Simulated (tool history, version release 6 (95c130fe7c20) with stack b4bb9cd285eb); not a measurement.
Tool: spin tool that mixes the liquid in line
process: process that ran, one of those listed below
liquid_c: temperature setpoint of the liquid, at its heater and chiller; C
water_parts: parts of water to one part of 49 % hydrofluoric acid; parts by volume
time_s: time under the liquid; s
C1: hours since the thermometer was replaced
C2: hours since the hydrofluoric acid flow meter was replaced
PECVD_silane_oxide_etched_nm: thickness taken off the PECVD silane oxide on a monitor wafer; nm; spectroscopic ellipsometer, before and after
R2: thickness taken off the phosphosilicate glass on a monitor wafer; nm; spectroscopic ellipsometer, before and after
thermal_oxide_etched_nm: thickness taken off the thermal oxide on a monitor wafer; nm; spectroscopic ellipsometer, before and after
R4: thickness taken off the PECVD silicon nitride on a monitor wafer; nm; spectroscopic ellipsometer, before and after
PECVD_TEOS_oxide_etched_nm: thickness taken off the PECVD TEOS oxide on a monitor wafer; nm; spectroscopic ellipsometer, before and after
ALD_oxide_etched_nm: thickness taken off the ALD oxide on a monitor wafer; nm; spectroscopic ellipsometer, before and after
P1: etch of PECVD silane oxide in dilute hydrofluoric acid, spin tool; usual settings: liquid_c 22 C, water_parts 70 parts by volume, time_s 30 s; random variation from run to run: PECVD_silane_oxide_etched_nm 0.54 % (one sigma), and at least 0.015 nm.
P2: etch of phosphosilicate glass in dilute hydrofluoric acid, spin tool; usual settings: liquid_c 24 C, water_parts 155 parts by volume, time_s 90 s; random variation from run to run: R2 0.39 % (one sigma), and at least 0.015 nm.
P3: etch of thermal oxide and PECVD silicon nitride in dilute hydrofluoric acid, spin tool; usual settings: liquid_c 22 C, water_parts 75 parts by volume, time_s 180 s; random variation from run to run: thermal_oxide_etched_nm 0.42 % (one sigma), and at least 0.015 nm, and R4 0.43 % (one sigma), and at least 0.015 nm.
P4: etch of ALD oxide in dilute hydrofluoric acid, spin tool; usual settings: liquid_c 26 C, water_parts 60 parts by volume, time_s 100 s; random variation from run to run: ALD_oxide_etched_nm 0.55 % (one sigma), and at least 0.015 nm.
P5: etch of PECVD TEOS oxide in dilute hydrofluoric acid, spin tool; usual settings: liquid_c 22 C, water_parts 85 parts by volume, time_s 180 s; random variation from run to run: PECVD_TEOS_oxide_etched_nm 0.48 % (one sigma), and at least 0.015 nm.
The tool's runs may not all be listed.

run 1 hour=12 | process=P1 liquid_c=22 water_parts=70 time_s=30 | C1=594.3 C2=396 | PECVD_silane_oxide_etched_nm=6.4182
run 2 hour=26.6 | process=P1 liquid_c=22 water_parts=70 time_s=30 | C1=608.9 C2=410.6 | PECVD_silane_oxide_etched_nm=6.3753
run 3 hour=43 | process=P1 liquid_c=22 water_parts=70 time_s=30 | C1=625.3 C2=427 | PECVD_silane_oxide_etched_nm=6.3618
run 4 hour=51.3 | process=P2 liquid_c=30.5 water_parts=155 time_s=90 | C1=633.6 C2=435.3 | R2=41.797
run 5 hour=60.3 | process=P3 liquid_c=22 water_parts=75 time_s=15 | C1=642.6 C2=444.3 | thermal_oxide_etched_nm=0.92333 R4=0.50847
run 6 hour=75.3 | process=P5 liquid_c=22 water_parts=150 time_s=180 | C1=657.6 C2=459.3 | PECVD_TEOS_oxide_etched_nm=17.323
run 7 hour=88.1 | process=P5 liquid_c=17 water_parts=85 time_s=180 | C1=670.4 C2=472.1 | PECVD_TEOS_oxide_etched_nm=26.728
run 8 hour=96.3 | process=P4 liquid_c=26 water_parts=105 time_s=100 | C1=678.6 C2=480.3 | ALD_oxide_etched_nm=15.772
run 9 hour=107.8 | process=P3 liquid_c=22 water_parts=75 time_s=180 | C1=690.1 C2=491.8 | thermal_oxide_etched_nm=11.289 R4=6.2429
run 10 hour=116.1 | process=P3 liquid_c=22 water_parts=130 time_s=180 | C1=698.4 C2=500.1 | thermal_oxide_etched_nm=6.1317 R4=3.6963
run 11 hour=130.7 | process=P1 liquid_c=22 water_parts=35 time_s=30 | C1=713 C2=514.7 | PECVD_silane_oxide_etched_nm=13.438
run 12 hour=146.8 | process=P1 liquid_c=22 water_parts=70 time_s=30 | C1=729.1 C2=530.8 | PECVD_silane_oxide_etched_nm=6.3672
run 13 hour=160.7 | process=P4 liquid_c=26 water_parts=60 time_s=100 | C1=743 C2=544.7 | ALD_oxide_etched_nm=29.238
run 14 hour=173.7 | process=P1 liquid_c=22 water_parts=70 time_s=60 | C1=756 C2=557.7 | PECVD_silane_oxide_etched_nm=12.841
run 15 hour=182.6 | process=P4 liquid_c=26 water_parts=60 time_s=100 | C1=764.9 C2=566.6 | ALD_oxide_etched_nm=29.717
run 16 hour=191.3 | process=P3 liquid_c=26.5 water_parts=75 time_s=180 | C1=773.6 C2=575.3 | thermal_oxide_etched_nm=13.399 R4=8.4413
run 17 hour=205.4 | process=P1 liquid_c=18 water_parts=95 time_s=30 | C1=787.7 C2=589.4 | PECVD_silane_oxide_etched_nm=3.8702
run 18 hour=216.2 | process=P1 liquid_c=22 water_parts=70 time_s=30 | C1=798.5 C2=600.2 | PECVD_silane_oxide_etched_nm=6.3872
run 19 hour=233.1 | process=P5 liquid_c=22 water_parts=85 time_s=180 | C1=815.4 C2=617.1 | PECVD_TEOS_oxide_etched_nm=33.23
run 20 hour=246.1 | process=P2 liquid_c=24 water_parts=155 time_s=90 | C1=828.4 C2=630.1 | R2=32.737
run 21 hour=262.4 | process=P1 liquid_c=22 water_parts=70 time_s=15 | C1=844.7 C2=646.4 | PECVD_silane_oxide_etched_nm=3.1886
run 22 hour=277.9 | process=P2 liquid_c=24 water_parts=155 time_s=15 | C1=860.2 C2=661.9 | R2=5.472
run 23 hour=293.8 | process=P3 liquid_c=22 water_parts=75 time_s=180 | C1=876.1 C2=677.8 | thermal_oxide_etched_nm=11.216 R4=6.2567
run 24 hour=307.9 | process=P1 liquid_c=22 water_parts=120 time_s=30 | C1=890.2 C2=691.9 | PECVD_silane_oxide_etched_nm=3.5017
run 25 hour=315.5 | process=P2 liquid_c=24 water_parts=30 time_s=90 | C1=897.8 C2=699.5 | R2=198.71
run 26 hour=328.7 | process=P4 liquid_c=26 water_parts=60 time_s=15 | C1=911 C2=712.7 | ALD_oxide_etched_nm=4.3841
run 27 hour=343 | process=P5 liquid_c=22 water_parts=85 time_s=55 | C1=925.3 C2=727 | PECVD_TEOS_oxide_etched_nm=10.068
run 28 hour=351.3 | process=P4 liquid_c=19 water_parts=60 time_s=100 | C1=933.6 C2=735.3 | ALD_oxide_etched_nm=22.178
run 29 hour=361.1 | process=P1 liquid_c=27.5 water_parts=70 time_s=30 | C1=943.4 C2=745.1 | PECVD_silane_oxide_etched_nm=7.9766
run 30 hour=377.1 | process=P2 liquid_c=24 water_parts=155 time_s=90 | C1=959.4 C2=761.1 | R2=32.945
run 31 hour=391.4 | process=P1 liquid_c=17 water_parts=70 time_s=30 | C1=973.7 C2=775.4 | PECVD_silane_oxide_etched_nm=5.2095
run 32 hour=404.3 | process=P1 liquid_c=22 water_parts=105 time_s=55 | C1=986.6 C2=788.3 | PECVD_silane_oxide_etched_nm=7.3737
run 33 hour=416.4 | process=P1 liquid_c=22 water_parts=70 time_s=30 | C1=998.7 C2=800.4 | PECVD_silane_oxide_etched_nm=6.3238
run 34 hour=427.9 | process=P1 liquid_c=22 water_parts=70 time_s=30 | C1=1010.2 C2=811.9 | PECVD_silane_oxide_etched_nm=6.1875
run 35 hour=443.7 | process=P1 liquid_c=22 water_parts=70 time_s=30 | C1=1026 C2=827.7 | PECVD_silane_oxide_etched_nm=6.0632
run 36 hour=454.7 | process=P1 liquid_c=22 water_parts=70 time_s=30 | C1=1037 C2=838.7 | PECVD_silane_oxide_etched_nm=5.9849
run 37 hour=467.4 | process=P1 liquid_c=22 water_parts=70 time_s=30 | C1=1049.7 C2=851.4 | PECVD_silane_oxide_etched_nm=5.9545
run 38 hour=480 | process=P1 liquid_c=22 water_parts=70 time_s=30 | C1=1062.3 C2=864 | PECVD_silane_oxide_etched_nm=5.9173
run 39 hour=489.1 | process=P1 liquid_c=22 water_parts=70 time_s=30 | C1=1071.4 C2=873.1 | PECVD_silane_oxide_etched_nm=5.9088
run 40 hour=497.4 | process=P1 liquid_c=22 water_parts=70 time_s=30 | C1=1079.7 C2=881.4 | PECVD_silane_oxide_etched_nm=5.912
run 41 hour=513.7 | process=P1 liquid_c=22 water_parts=70 time_s=30 | C1=1096 C2=897.7 | PECVD_silane_oxide_etched_nm=5.8306
run 42 hour=526 | process=P1 liquid_c=22 water_parts=70 time_s=30 | C1=1108.3 C2=910 | PECVD_silane_oxide_etched_nm=5.8391
run 43 hour=534.2 | process=P1 liquid_c=22 water_parts=70 time_s=30 | C1=1116.5 C2=918.2 | PECVD_silane_oxide_etched_nm=5.8196

What P1 gives has crept away from where it was. These 2 causes fit the log equally well, each at the size given:
A: hydrofluoric acid flow below the setpoint (%) = 7.66
B: liquid colder than its thermometer reads (K) = 2.09
The creep began at about hour 416.4.

4 check runs are offered, one wafer each, their results left as question marks. Which one tells the causes apart?
run check 1 hour=542.4 | process=P2 liquid_c=24 water_parts=60 time_s=90 | R2=?
run check 2 hour=542.4 | process=P5 liquid_c=22 water_parts=110 time_s=180 | PECVD_TEOS_oxide_etched_nm=?
run check 3 hour=542.4 | process=P4 liquid_c=26 water_parts=95 time_s=100 | ALD_oxide_etched_nm=?
run check 4 hour=542.4 | process=P3 liquid_c=22 water_parts=130 time_s=180 | thermal_oxide_etched_nm=? R4=?

What each check would give under each cause:
check=check_1 result=R2 if_A=87.652 if_B=87.665
check=check_2 result=PECVD_TEOS_oxide_etched_nm if_A=22.481 if_B=22.606
check=check_3 result=ALD_oxide_etched_nm if_A=16.147 if_B=16.268
check=check_4 result=thermal_oxide_etched_nm if_A=5.5499 if_B=5.5956
check=check_4 result=R4 if_A=3.3767 if_B=3.1758
How far apart the two closest causes lie, in the result that separates them most: check 1 0.02 %; check 2 0.56 %; check 3 0.75 %; check 4 6.13 %
Check 4 tells the causes apart: in the others they would give nearly the same result.

Then check 4 was run and gave: thermal_oxide_etched_nm 5.5395 nm; R4 3.4023 nm. Which cause is it?

It is A: hydrofluoric acid flow below the setpoint (%).

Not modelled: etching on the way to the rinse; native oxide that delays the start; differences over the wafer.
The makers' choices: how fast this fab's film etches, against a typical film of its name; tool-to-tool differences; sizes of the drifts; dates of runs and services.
